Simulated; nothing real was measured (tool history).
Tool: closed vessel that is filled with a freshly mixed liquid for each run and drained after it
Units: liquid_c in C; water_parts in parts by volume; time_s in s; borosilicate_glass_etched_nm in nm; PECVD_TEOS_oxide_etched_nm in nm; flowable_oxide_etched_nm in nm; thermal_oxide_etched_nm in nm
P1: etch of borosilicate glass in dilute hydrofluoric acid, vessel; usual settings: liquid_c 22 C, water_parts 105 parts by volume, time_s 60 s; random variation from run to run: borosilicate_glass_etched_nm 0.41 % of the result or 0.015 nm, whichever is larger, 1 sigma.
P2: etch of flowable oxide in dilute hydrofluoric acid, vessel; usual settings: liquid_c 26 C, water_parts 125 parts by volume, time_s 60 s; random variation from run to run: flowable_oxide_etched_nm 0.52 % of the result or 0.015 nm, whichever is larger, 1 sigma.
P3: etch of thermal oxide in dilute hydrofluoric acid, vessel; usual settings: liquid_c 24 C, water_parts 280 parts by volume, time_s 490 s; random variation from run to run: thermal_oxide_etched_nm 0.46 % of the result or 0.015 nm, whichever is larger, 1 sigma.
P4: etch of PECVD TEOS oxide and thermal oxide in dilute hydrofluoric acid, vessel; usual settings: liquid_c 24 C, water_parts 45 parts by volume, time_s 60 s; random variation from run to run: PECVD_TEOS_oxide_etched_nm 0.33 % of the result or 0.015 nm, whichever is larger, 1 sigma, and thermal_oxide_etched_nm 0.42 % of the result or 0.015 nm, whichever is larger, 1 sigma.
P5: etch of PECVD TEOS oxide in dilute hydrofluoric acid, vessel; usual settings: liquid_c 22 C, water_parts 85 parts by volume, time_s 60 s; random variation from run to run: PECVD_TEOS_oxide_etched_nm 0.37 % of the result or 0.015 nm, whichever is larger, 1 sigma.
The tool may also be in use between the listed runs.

run   hour  process  liquid_c  water_parts  time_s  hours since the thermometer was replaced  hours since the hydrofluoric acid flow meter was replaced  borosilicate_glass_etched_nm  PECVD_TEOS_oxide_etched_nm  flowable_oxide_etched_nm  thermal_oxide_etched_nm
  1    6.7       P1        22          105      60                                    1366.5                                                       1421                        18.941
  2     11       P1        22          105      35                                    1370.8                                                     1425.3                        11.059
  3   17.3       P5        22           25      60                                    1377.1                                                     1431.6                                                    46.592
  4   23.8       P1        22          150      60                                    1383.6                                                     1438.1                         12.62
  5   28.7       P2        26          125      60                                    1388.5                                                       1443                                                                              20.771
  6   33.3       P4        24           45      60                                    1393.1                                                     1447.6                                                    28.259                                             6.5913
  7   39.1       P4        24           45      60                                    1398.9                                                     1453.4                                                    28.319                                             6.5814
  8   43.1       P4        24           65      60                                    1402.9                                                     1457.4                                                    18.963                                             4.4826
  9   47.1       P2        26          125      60                                    1406.9                                                     1461.4                                                                              20.756
 10   52.8       P5        22           85      60                                    1412.6                                                     1467.1                                                    12.772
 11     58       P4        31           45      60                                    1417.8                                                     1472.3                                                    37.327                                             8.7701
 12   62.4       P3        24          495     490                                    1422.2                                                     1476.7                                                                                                       3.3689
 13   65.5       P1        17          105      60                                    1425.3                                                     1479.8                        15.393
 14   70.2       P3        30          280     490                                      1430                                                     1484.5                                                                                                         8.86
 15   75.8       P1        22          180      95                                    1435.6                                                     1490.1                        16.132
      79.2  -- hydrofluoric acid flow meter replaced
 16   79.5       P3        24          280     490                                    1439.3                                                        0.3                                                                                                       7.2453
 17   83.2       P1        22           60      60                                      1443                                                          4                        34.969
 18   86.2       P2        26           55      60                                      1446                                                          7                                                                              52.201
 19   89.9       P1        22          105      60                                    1449.7                                                       10.7                        18.954
 20   96.4       P2        32          125      60                                    1456.2                                                       17.2                                                                              26.083
 21   99.9       P5        22           85      30                                    1459.7                                                       20.7                                                    6.3475
 22  103.3       P5        17           85      60                                    1463.1                                                       24.1                                                    10.355
 23  109.8       P1        22          105      60                                    1469.6                                                       30.6                        18.784
 24  113.2       P2        26          125     110                                      1473                                                         34                                                                               37.88
 25    117       P1      27.5          105      60                                    1476.8                                                       37.8                        23.393
 26  123.3       P1        22          105      85                                    1483.1                                                       44.1                        26.551
 27    128       P1        22          105      60                                    1487.8                                                       48.8                        18.843
 28  132.9       P4        24           45      90                                    1492.7                                                       53.7                                                    42.441                                             9.8668
 29  136.7       P3        24          280     950                                    1496.5                                                       57.5                                                                                                       13.967
 30  143.1       P1        22          105      60                                    1502.9                                                       63.9                        18.932
 31  148.9       P1        22          105      60                                    1508.7                                                       69.7                        18.277
 32  153.6       P1        22          105      60                                    1513.4                                                       74.4                        18.176
 33  160.2       P1        22          105      60                                      1520                                                         81                        17.786
 34  164.7       P1        22          105      60                                    1524.5                                                       85.5                        17.702
 35  169.2       P1        22          105      60                                      1529                                                         90                        17.627
 36  175.4       P1        22          105      60                                    1535.2                                                       96.2                        17.625
 37  181.7       P1        22          105      60                                    1541.5                                                      102.5                        17.552
 38  187.4       P1        22          105      60                                    1547.2                                                      108.2                        17.547

What P1 gives has crept away from where it was. These 2 causes fit the log equally well, each at the size given:
A: liquid colder than its thermometer reads (K) = 1.82
B: hydrofluoric acid flow below the setpoint (%) = 6.34
The creep began at about hour 143.1.

4 check runs are offered, each on 2 wafers whose results are averaged, their results left as question marks. Which one tells the causes apart?
check 1  193.1       P5        17           85      30                                                                                                                                                              ?
check 2  193.1       P4        30           45      80                                                                                                                                                              ?                                                  ?
check 3  193.1       P3      28.5          460     490                                                                                                                                                                                                                 ?
check 4  193.1       P2        26           60      60                                                                                                                                                                                        ?

What each check would give under each cause:
  check                      result    if A    if B
check 1  PECVD_TEOS_oxide_etched_nm  4.7632  4.7943
check 2  PECVD_TEOS_oxide_etched_nm  44.649  44.738
check 2     thermal_oxide_etched_nm  10.442  10.463
check 3     thermal_oxide_etched_nm  4.0538   3.899
check 4    flowable_oxide_etched_nm  44.015   44.13
How far apart the two closest causes lie, in the result that separates them most: check 1 0.65 %; check 2 0.2 %; check 3 3.89 %; check 4 0.26 %
Only check 3 tells the causes apart: in the others they would give nearly the same result.

Check 3 was then run and gave: thermal_oxide_etched_nm 3.9061 nm. Which cause is it?

It is B: hydrofluoric acid flow below the setpoint (%).
